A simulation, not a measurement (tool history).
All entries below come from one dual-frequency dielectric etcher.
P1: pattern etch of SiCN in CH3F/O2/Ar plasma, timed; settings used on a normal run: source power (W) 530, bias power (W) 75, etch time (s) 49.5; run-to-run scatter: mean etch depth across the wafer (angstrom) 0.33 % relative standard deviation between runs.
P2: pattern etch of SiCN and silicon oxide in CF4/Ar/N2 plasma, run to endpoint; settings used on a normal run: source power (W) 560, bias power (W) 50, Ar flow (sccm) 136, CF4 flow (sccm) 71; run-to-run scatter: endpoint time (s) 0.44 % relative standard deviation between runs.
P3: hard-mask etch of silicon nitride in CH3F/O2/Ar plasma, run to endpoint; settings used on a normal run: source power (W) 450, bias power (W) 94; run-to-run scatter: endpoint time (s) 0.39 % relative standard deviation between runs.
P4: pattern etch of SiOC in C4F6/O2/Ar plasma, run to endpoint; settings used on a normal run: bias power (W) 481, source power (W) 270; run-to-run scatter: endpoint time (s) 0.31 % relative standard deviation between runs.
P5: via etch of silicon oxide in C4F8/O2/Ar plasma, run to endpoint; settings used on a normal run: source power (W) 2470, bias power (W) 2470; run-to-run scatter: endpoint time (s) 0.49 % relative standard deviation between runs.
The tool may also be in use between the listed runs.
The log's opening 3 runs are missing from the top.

run,hour,process that ran,source power (W),bias power (W),etch time (s),Ar flow (sccm),CF4 flow (sccm),hours since the last wet clean,hours since the last source power generator calibration,hours since the last bias power generator calibration,mean etch depth across the wafer (angstrom),endpoint time (s)
4,52.1,P1,530,99,73.5,,,193.4,2159.3,1377.5,344.03,
5,63.3,P1,530,75,30.0,,,204.6,2170.5,1388.7,126.88,
6,75.3,P3,450,130,,,,216.6,2182.5,1400.7,,51.536
7,86.7,P2,560,50,,136,49,228.0,2193.9,1412.1,,22.013
8,103.8,P1,530,102,49.5,,,245.1,2211.0,1429.2,234.14,
9,114.4,P2,560,67,,136,71,255.7,2221.6,1439.8,,18.691
10,128.6,P2,560,50,,104,71,269.9,2235.8,1454.0,,19.757
11,137.1,P3,450,94,,,,278.4,2244.3,1462.5,,58.330
12,152.4,P5,2470,3221,,,,293.7,2259.6,1477.8,,312.890
13,168.5,P2,790,50,,136,71,309.8,2275.7,1493.9,,15.184
14,181.7,P4,270,481,,,,323.0,2288.9,1507.1,,18.038
15,199.8,P1,530,75,49.5,,,341.1,2307.0,1525.2,209.34,
16,216.7,P1,530,75,49.5,,,358.0,2323.9,1542.1,209.10,
17,226.7,P2,560,50,,136,71,368.0,2333.9,1552.1,,20.473
18,237.0,P1,530,75,49.5,,,378.3,2344.2,1562.4,209.22,
19,252.1,P1,360,75,49.5,,,393.4,2359.3,1577.5,181.44,
20,260.7,P3,320,94,,,,402.0,2367.9,1586.1,,66.055
21,278.4,P1,530,75,73.5,,,419.7,2385.6,1603.8,310.55,
22,288.3,P4,370,481,,,,429.6,2395.5,1613.7,,16.013
23,302.8,P5,2470,2470,,,,444.1,2410.0,1628.2,,341.120
24,314.3,P4,270,664,,,,455.6,2421.5,1639.7,,15.823

Run 25, settings as shown, results not yet in. Your forecast:
25,329.8,P1,530,44,49.5,,,471.1,2437.0,1655.2,?,

{"run 25": {"mean etch depth across the wafer (angstrom)": 175.06}}
